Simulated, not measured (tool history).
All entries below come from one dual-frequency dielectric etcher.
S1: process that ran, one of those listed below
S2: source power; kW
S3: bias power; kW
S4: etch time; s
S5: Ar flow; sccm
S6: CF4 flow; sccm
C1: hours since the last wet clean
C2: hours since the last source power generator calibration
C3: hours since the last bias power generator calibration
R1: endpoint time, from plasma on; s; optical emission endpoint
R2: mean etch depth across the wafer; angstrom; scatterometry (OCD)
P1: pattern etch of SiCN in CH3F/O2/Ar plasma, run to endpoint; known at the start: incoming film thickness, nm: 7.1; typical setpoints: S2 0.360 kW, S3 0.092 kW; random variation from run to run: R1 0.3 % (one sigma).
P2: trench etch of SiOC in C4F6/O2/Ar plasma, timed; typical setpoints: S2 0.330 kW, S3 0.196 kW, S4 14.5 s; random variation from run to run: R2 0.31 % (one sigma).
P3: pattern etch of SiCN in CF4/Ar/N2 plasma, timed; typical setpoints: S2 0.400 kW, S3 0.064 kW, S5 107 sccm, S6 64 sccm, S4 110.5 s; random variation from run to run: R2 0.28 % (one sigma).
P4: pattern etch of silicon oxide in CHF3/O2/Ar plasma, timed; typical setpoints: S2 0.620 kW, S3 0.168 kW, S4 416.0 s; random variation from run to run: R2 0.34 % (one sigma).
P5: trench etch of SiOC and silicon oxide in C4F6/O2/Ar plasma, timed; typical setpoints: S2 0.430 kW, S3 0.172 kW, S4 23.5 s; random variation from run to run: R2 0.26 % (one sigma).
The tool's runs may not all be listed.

run   hour  S1     S2     S3     S4   S5  S6     C1      C2      C3      R1       R2
  1   10.6  P1  0.360  0.092                   93.9  2970.3  1418.8  18.118
  2   22.3  P5  0.520  0.172   23.5           105.6  2982.0  1430.5           507.32
  3   35.6  P3  0.400  0.064  110.5  138  64  118.9  2995.3  1443.8           760.16
  4   49.4  P1  0.240  0.068                  132.7  3009.1  1457.6  23.344
  5   60.7  P2  0.330  0.121   14.5           144.0  3020.4  1468.9           246.30
  6   67.2  P5  0.430  0.133   23.5           150.5  3026.9  1475.4           437.14
  7   76.0  P3  0.400  0.083  110.5  107  64  159.3  3035.7  1484.2           868.98
  8   89.3  P4  0.620  0.105  416.0           172.6  3049.0  1497.5          7093.60
  9  104.2  P3  0.400  0.064  110.5  107  86  187.5  3063.9  1512.4           832.58
 10  115.3  P1  0.460  0.066                  198.6  3075.0  1523.5  18.576
 11  128.6  P4  0.810  0.168  416.0           211.9  3088.3  1536.8          9125.50
 12  142.9  P1  0.360  0.092                  226.2  3102.6  1551.1  17.996
 13  153.8  P1  0.440  0.092                  237.1  3113.5  1562.0  16.735
 14  165.0  P3  0.310  0.064  110.5  107  64  248.3  3124.7  1573.2           635.86
 15  176.1  P5  0.430  0.172   18.0           259.4  3135.8  1584.3           361.34
 16  187.6  P4  0.620  0.168  234.0           270.9  3147.3  1595.8          4619.60
 17  200.3  P2  0.330  0.196    9.0           283.6  3160.0  1608.5           177.89
 18  208.7  P3  0.400  0.064   86.5  107  64  292.0  3168.4  1616.9           623.46
 19  220.3  P1  0.360  0.092                  303.6  3180.0  1628.5  17.980
 20  231.5  P1  0.360  0.064                  314.8  3191.2  1639.7  20.512
 21  243.8  P1  0.360  0.092                  327.1  3203.5  1652.0  17.945
 22  251.3  P1  0.260  0.092                  334.6  3211.0  1659.5  20.292
 23  260.1  P1  0.360  0.092                  343.4  3219.8  1668.3  18.054
 24  268.9  P4  0.620  0.168  416.0           352.2  3228.6  1677.1          8187.30
 25  278.0  P5  0.430  0.172   23.5           361.3  3237.7  1686.2           473.56
 26  293.0  P1  0.360  0.122                  376.3  3252.7  1701.2  16.198
 27  300.9  P1  0.360  0.092                  384.2  3260.6  1709.1  17.981
 28  309.2  P2  0.330  0.196   14.5           392.5  3268.9  1717.4           286.39
 29  323.8  P2  0.450  0.196   14.5           407.1  3283.5  1732.0           322.13
 30  336.7  P3  0.400  0.064  110.5  107  64  420.0  3296.4  1744.9           789.99
 31  350.7  P1  0.360  0.092                  434.0  3310.4  1758.9  18.016
 32  364.3  P1  0.360  0.092                  447.6  3324.0  1772.5  17.965
 33  371.2  P1  0.360  0.092                  454.5  3330.9  1779.4  17.905
 34  382.4  P1  0.360  0.092                  465.7  3342.1  1790.6  17.881
 35  395.1  P1  0.360  0.092                  478.4  3354.8  1803.3  17.831
 36  405.9  P1  0.360  0.092                  489.2  3365.6  1814.1  17.781
     406.6  -- wet clean of the chamber
 37  413.0  P1  0.360  0.092                    6.5  3372.7  1821.2  17.795
 38  421.2  P1  0.360  0.092                   14.7  3380.9  1829.4  17.810
 39  430.4  P1  0.360  0.092                   23.9  3390.1  1838.6  17.744
 40  444.1  P1  0.360  0.092                   37.6  3403.8  1852.3  17.758
 41  451.9  P1  0.360  0.092                   45.4  3411.6  1860.1  17.750

Something has made what P1 gives creep away from where it was; the 2 causes below, each at its own stated size, fit the log equally well:
A: source power that arrives over what is set, % = 4.16
B: bias power that arrives over what is set, % = 4.1
The gradual shift began around hour 350.7.
Every other cause this tool's parts could produce, and why it does not fit the log:
chamber walls in a state that raises the etch rate, %: was serviced at hour 406.6, once the creep was under way, yet the earlier output never came back

Which of the 4 check runs listed below separates the causes, so that each cause would produce a clearly different result? Each run uses one wafer, and its results are marked with question marks.
check 1  459.7  P2  0.330  0.196   14.5                            ?
check 2  459.7  P4  0.620  0.168  416.0                            ?
check 3  459.7  P5  0.430  0.172   23.5                            ?
check 4  459.7  P3  0.400  0.064  110.5  107  64                   ?

Check results expected under each cause:
  check  result     if A     if B
check 1      R2   291.26   290.52
check 2      R2  8338.70  8319.30
check 3      R2   480.70   479.09
check 4      R2   820.29   802.72
Smallest distance between any two causes, each pair judged by its most separating result, in per cent: check 1 0.25 %; check 2 0.23 %; check 3 0.34 %; check 4 2.16 %
Check 4 tells the causes apart: in the others they would give nearly the same result.

With check 4 done, the readings were: R2 817.45 angstrom. Identify which of the listed causes applies.

It is A: source power that arrives over what is set, %.

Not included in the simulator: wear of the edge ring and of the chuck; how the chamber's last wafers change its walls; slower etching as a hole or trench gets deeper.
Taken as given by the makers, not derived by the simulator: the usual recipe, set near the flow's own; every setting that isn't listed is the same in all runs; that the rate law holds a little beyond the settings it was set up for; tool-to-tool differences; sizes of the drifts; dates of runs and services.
